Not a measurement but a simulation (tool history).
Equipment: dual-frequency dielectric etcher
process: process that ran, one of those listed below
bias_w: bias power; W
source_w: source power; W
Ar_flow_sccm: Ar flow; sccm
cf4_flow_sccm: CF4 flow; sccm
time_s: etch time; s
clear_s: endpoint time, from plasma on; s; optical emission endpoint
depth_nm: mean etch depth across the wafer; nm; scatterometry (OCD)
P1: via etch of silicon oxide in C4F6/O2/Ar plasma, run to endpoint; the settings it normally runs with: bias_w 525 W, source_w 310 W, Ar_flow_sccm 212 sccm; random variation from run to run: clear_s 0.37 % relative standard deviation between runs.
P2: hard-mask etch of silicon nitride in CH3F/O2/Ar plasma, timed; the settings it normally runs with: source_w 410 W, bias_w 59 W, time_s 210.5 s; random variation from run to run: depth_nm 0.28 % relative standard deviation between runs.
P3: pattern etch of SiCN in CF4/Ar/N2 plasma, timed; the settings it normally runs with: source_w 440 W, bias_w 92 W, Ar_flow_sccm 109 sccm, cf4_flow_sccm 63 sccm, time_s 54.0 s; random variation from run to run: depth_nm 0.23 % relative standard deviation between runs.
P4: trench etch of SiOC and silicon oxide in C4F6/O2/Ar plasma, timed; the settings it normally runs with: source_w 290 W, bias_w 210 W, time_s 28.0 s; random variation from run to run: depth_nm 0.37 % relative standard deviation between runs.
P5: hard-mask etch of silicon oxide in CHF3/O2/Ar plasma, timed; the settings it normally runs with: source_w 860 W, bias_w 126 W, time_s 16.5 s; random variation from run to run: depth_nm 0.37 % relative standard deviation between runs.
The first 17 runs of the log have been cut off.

run   hour  process  bias_w  source_w  Ar_flow_sccm  cf4_flow_sccm  time_s  clear_s  depth_nm
 18  215.9       P4     210       290                                 28.0             51.525
 19  233.3       P4     161       290                                 28.0             46.866
 20  246.1       P5     126       860                                 22.0             44.255
 21  254.7       P3      92       350           109             63    54.0             39.776
     257.3  -- Ar flow controller replaced
 22  264.2       P4     210       290                                 18.5             34.139
 23  278.9       P1     525       310           161                          43.071
 24  292.1       P3      92       440           109             63    54.0             48.602
 25  305.0       P1     632       310           212                          41.141
 26  314.5       P1     525       420           263                          40.576
 27  326.8       P4     210       380                                 28.0             57.198
 28  336.4       P2      59       410                                210.5            138.950
 29  347.6       P2      59       270                                210.5            117.820
 30  364.9       P2      36       410                                210.5            119.740
 31  376.5       P1     525       430           212                          39.290
 32  384.8       P1     525       310           212                          43.840
 33  393.2       P5      84       860                                 16.5             29.571
 34  406.0       P1     525       310           212                          44.225
 35  420.6       P1     525       310           212                          44.455

The next listed run, before its measurement:
 36  436.1       P1     525       310           212                               ?

Logged for run 36: clear_s 44.745 s.
